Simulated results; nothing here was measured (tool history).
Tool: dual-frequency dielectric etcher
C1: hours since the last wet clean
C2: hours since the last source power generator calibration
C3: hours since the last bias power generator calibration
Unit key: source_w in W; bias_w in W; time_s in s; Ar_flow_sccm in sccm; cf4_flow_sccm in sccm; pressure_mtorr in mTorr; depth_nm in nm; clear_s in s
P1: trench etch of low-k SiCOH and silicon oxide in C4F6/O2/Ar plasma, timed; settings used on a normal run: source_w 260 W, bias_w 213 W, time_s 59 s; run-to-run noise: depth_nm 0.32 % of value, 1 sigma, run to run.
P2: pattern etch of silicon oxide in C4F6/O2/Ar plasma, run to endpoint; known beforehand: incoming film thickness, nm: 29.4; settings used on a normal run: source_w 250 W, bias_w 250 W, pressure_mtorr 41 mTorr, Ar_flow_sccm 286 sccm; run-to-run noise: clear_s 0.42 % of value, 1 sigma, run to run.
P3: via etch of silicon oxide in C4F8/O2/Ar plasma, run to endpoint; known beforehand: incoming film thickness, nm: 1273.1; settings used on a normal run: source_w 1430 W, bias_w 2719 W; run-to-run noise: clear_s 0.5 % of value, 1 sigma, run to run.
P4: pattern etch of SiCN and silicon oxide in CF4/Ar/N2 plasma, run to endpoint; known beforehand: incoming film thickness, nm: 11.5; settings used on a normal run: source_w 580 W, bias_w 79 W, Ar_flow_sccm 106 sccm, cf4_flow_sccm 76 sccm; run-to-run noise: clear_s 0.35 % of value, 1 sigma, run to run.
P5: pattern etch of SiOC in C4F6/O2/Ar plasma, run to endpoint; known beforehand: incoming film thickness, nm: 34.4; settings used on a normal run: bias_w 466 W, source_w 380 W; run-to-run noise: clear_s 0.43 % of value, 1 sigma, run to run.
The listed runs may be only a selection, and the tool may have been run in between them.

Run 1, hour 7.6: process P1, source_w 260 W, bias_w 213 W, time_s 59 s; C1 137.9; C2 596.6; C3 459. Result: depth_nm 168.16 nm.
Run 2, hour 12.6: process P3, source_w 1430 W, bias_w 3665 W; C1 142.9; C2 601.6; C3 464. Result: clear_s 245.45 s.
Run 3, hour 17.6: process P4, source_w 580 W, bias_w 79 W, Ar_flow_sccm 106 sccm, cf4_flow_sccm 94 sccm; C1 147.9; C2 606.6; C3 469. Result: clear_s 9.996 s.
Run 4, hour 26.2: process P1, source_w 330 W, bias_w 276 W, time_s 59 s; C1 156.5; C2 615.2; C3 477.6. Result: depth_nm 199.96 nm.
Run 5, hour 30.4: process P1, source_w 260 W, bias_w 213 W, time_s 59 s; C1 160.7; C2 619.4; C3 481.8. Result: depth_nm 167.49 nm.
Run 6, hour 34.9: process P1, source_w 260 W, bias_w 213 W, time_s 59 s; C1 165.2; C2 623.9; C3 486.3. Result: depth_nm 167.94 nm.
Run 7, hour 39.2: process P1, source_w 260 W, bias_w 286 W, time_s 59 s; C1 169.5; C2 628.2; C3 490.6. Result: depth_nm 185.18 nm.
Run 8, hour 47: process P1, source_w 260 W, bias_w 213 W, time_s 59 s; C1 177.3; C2 636; C3 498.4. Result: depth_nm 167.34 nm.
Run 9, hour 54.2: process P4, source_w 580 W, bias_w 79 W, Ar_flow_sccm 67 sccm, cf4_flow_sccm 76 sccm; C1 184.5; C2 643.2; C3 505.6. Result: clear_s 9.7812 s.
Run 10, hour 62.6: process P1, source_w 260 W, bias_w 213 W, time_s 59 s; C1 192.9; C2 651.6; C3 514. Result: depth_nm 168.3 nm.
Run 11, hour 67.5: process P2, source_w 250 W, bias_w 250 W, Ar_flow_sccm 211 sccm, pressure_mtorr 41 mTorr; C1 197.8; C2 656.5; C3 518.9. Result: clear_s 10.081 s.
Run 12, hour 71.5: process P3, source_w 1430 W, bias_w 2719 W; C1 201.8; C2 660.5; C3 522.9. Result: clear_s 267.92 s.
Run 13, hour 77.9: process P1, source_w 260 W, bias_w 213 W, time_s 80 s; C1 208.2; C2 666.9; C3 529.3. Result: depth_nm 227.48 nm.
Run 14, hour 86.3: process P5, source_w 380 W, bias_w 466 W; C1 216.6; C2 675.3; C3 537.7. Result: clear_s 12.224 s.
Run 15, hour 91: process P1, source_w 340 W, bias_w 213 W, time_s 59 s; C1 221.3; C2 680; C3 542.4. Result: depth_nm 185.02 nm.
At hour 95.6: source power generator calibrated.
Run 16, hour 97.9: process P5, source_w 380 W, bias_w 289 W; C1 228.2; C2 2.3; C3 549.3. Result: clear_s 14.465 s.
Run 17, hour 105.3: process P4, source_w 350 W, bias_w 79 W, Ar_flow_sccm 106 sccm, cf4_flow_sccm 76 sccm; C1 235.6; C2 9.7; C3 556.7. Result: clear_s 16.129 s.
Run 18, hour 110: process P1, source_w 260 W, bias_w 167 W, time_s 59 s; C1 240.3; C2 14.4; C3 561.4. Result: depth_nm 154.34 nm.
Run 19, hour 114.9: process P4, source_w 580 W, bias_w 79 W, Ar_flow_sccm 106 sccm, cf4_flow_sccm 76 sccm; C1 245.2; C2 19.3; C3 566.3. Result: clear_s 10.325 s.
Run 20, hour 122.8: process P4, source_w 580 W, bias_w 48 W, Ar_flow_sccm 106 sccm, cf4_flow_sccm 76 sccm; C1 253.1; C2 27.2; C3 574.2. Result: clear_s 12.131 s.
Run 21, hour 130.8: process P3, source_w 990 W, bias_w 2719 W; C1 261.1; C2 35.2; C3 582.2. Result: clear_s 309.78 s.
Run 22, hour 138.3: process P3, source_w 1430 W, bias_w 2719 W; C1 268.6; C2 42.7; C3 589.7. Result: clear_s 267.56 s.
Run 23, hour 146: process P5, source_w 540 W, bias_w 466 W; C1 276.3; C2 50.4; C3 597.4. Result: clear_s 10.829 s.
Run 24, hour 149.8: process P2, source_w 250 W, bias_w 250 W, Ar_flow_sccm 286 sccm, pressure_mtorr 49 mTorr; C1 280.1; C2 54.2; C3 601.2. Result: clear_s 10.663 s.
Run 25, hour 158.3: process P1, source_w 260 W, bias_w 284 W, time_s 41.5 s; C1 288.6; C2 62.7; C3 609.7. Result: depth_nm 131.37 nm.
Run 26, hour 166.7: process P2, source_w 250 W, bias_w 159 W, Ar_flow_sccm 286 sccm, pressure_mtorr 41 mTorr; C1 297; C2 71.1; C3 618.1. Result: clear_s 12.14 s.
Run 27, hour 171.9: process P1, source_w 260 W, bias_w 213 W, time_s 35 s; C1 302.2; C2 76.3; C3 623.3. Result: depth_nm 99.45 nm.
Run 28, hour 180.2: process P2, source_w 290 W, bias_w 250 W, Ar_flow_sccm 286 sccm, pressure_mtorr 41 mTorr; C1 310.5; C2 84.6; C3 631.6. Result: clear_s 9.9404 s.
Run 29, hour 185.2: process P1, source_w 170 W, bias_w 175 W, time_s 59 s; C1 315.5; C2 89.6; C3 636.6. Result: depth_nm 134.03 nm.
Run 30, hour 190.1: process P1, source_w 200 W, bias_w 213 W, time_s 59 s; C1 320.4; C2 94.5; C3 641.5. Result: depth_nm 151.71 nm.
Run 31, hour 198.8: process P2, source_w 250 W, bias_w 250 W, Ar_flow_sccm 286 sccm, pressure_mtorr 41 mTorr; C1 329.1; C2 103.2; C3 650.2. Result: clear_s 10.465 s.
Run 32, hour 203.8: process P1, source_w 260 W, bias_w 213 W, time_s 59 s; C1 334.1; C2 108.2; C3 655.2. Result: depth_nm 168.14 nm.
Run 33, hour 209.5: process P1, source_w 260 W, bias_w 213 W, time_s 59 s; C1 339.8; C2 113.9; C3 660.9. Result: depth_nm 167.19 nm.
Run 34, hour 218.2: process P1, source_w 260 W, bias_w 213 W, time_s 59 s; C1 348.5; C2 122.6; C3 669.6. Result: depth_nm 166.11 nm.
Run 35, hour 224.8: process P1, source_w 260 W, bias_w 213 W, time_s 59 s; C1 355.1; C2 129.2; C3 676.2. Result: depth_nm 165.77 nm.
Run 36, hour 231.3: process P1, source_w 260 W, bias_w 213 W, time_s 59 s; C1 361.6; C2 135.7; C3 682.7. Result: depth_nm 165.57 nm.
Run 37, hour 239.6: process P1, source_w 260 W, bias_w 213 W, time_s 59 s; C1 369.9; C2 144; C3 691. Result: depth_nm 164.66 nm.
At hour 242.3: wet clean of the chamber.
Run 38, hour 247.9: process P1, source_w 260 W, bias_w 213 W, time_s 59 s; C1 5.6; C2 152.3; C3 699.3. Result: depth_nm 165.52 nm.
Run 39, hour 256.3: process P1, source_w 260 W, bias_w 213 W, time_s 59 s; C1 14; C2 160.7; C3 707.7. Result: depth_nm 165.54 nm.
Run 40, hour 260.2: process P1, source_w 260 W, bias_w 213 W, time_s 59 s; C1 17.9; C2 164.6; C3 711.6. Result: depth_nm 164.99 nm.
Run 41, hour 265.3: process P1, source_w 260 W, bias_w 213 W, time_s 59 s; C1 23; C2 169.7; C3 716.7. Result: depth_nm 165.13 nm.

What P1 gives has crept off from where it sat before. The 2 causes that follow fit the log equally well, each at the size noted:
A: bias power that arrives under what is set, % = 4.62
B: source power that arrives under what is set, % = 4.07
Creep in the process output first set in at about hour 203.8.
Each remaining cause and why it is not a fit:
chamber walls in a state that lowers the etch rate, %: its service at hour 242.3 followed the start of the drift and did not put the process back to its old value

Each of the check runs listed below is run on 2 wafers and reports their average, with the results left as question marks. Pick the one under which the possible causes would lead to clearly different results.
Run check 1, hour 270.4: process P2, source_w 250 W, bias_w 200 W, Ar_flow_sccm 286 sccm, pressure_mtorr 41 mTorr. Result: clear_s ?.
Run check 2, hour 270.4: process P4, source_w 580 W, bias_w 79 W, Ar_flow_sccm 87 sccm, cf4_flow_sccm 76 sccm. Result: clear_s ?.
Run check 3, hour 270.4: process P5, source_w 440 W, bias_w 323 W. Result: clear_s ?.
Run check 4, hour 270.4: process P3, source_w 1200 W, bias_w 3530 W. Result: clear_s ?.

What each check would give under each cause:
  check   result    if A    if B
check 1  clear_s  11.498    11.5
check 2  clear_s  10.226  10.447
check 3  clear_s  13.402  13.394
check 4  clear_s  268.12   268.2
Per check, the gap between the least separated pair of causes, taken in the result that splits them most: check 1 0.02 %; check 2 2.14 %; check 3 0.06 %; check 4 0.03 %
The other checks would show nearly matching results whichever cause is true, so check 2 is the only one that separates the causes.

The results of check 2 are: clear_s 10.401 s. Based on these, which of the listed causes is it?

It was cause B: source power that arrives under what is set, %.
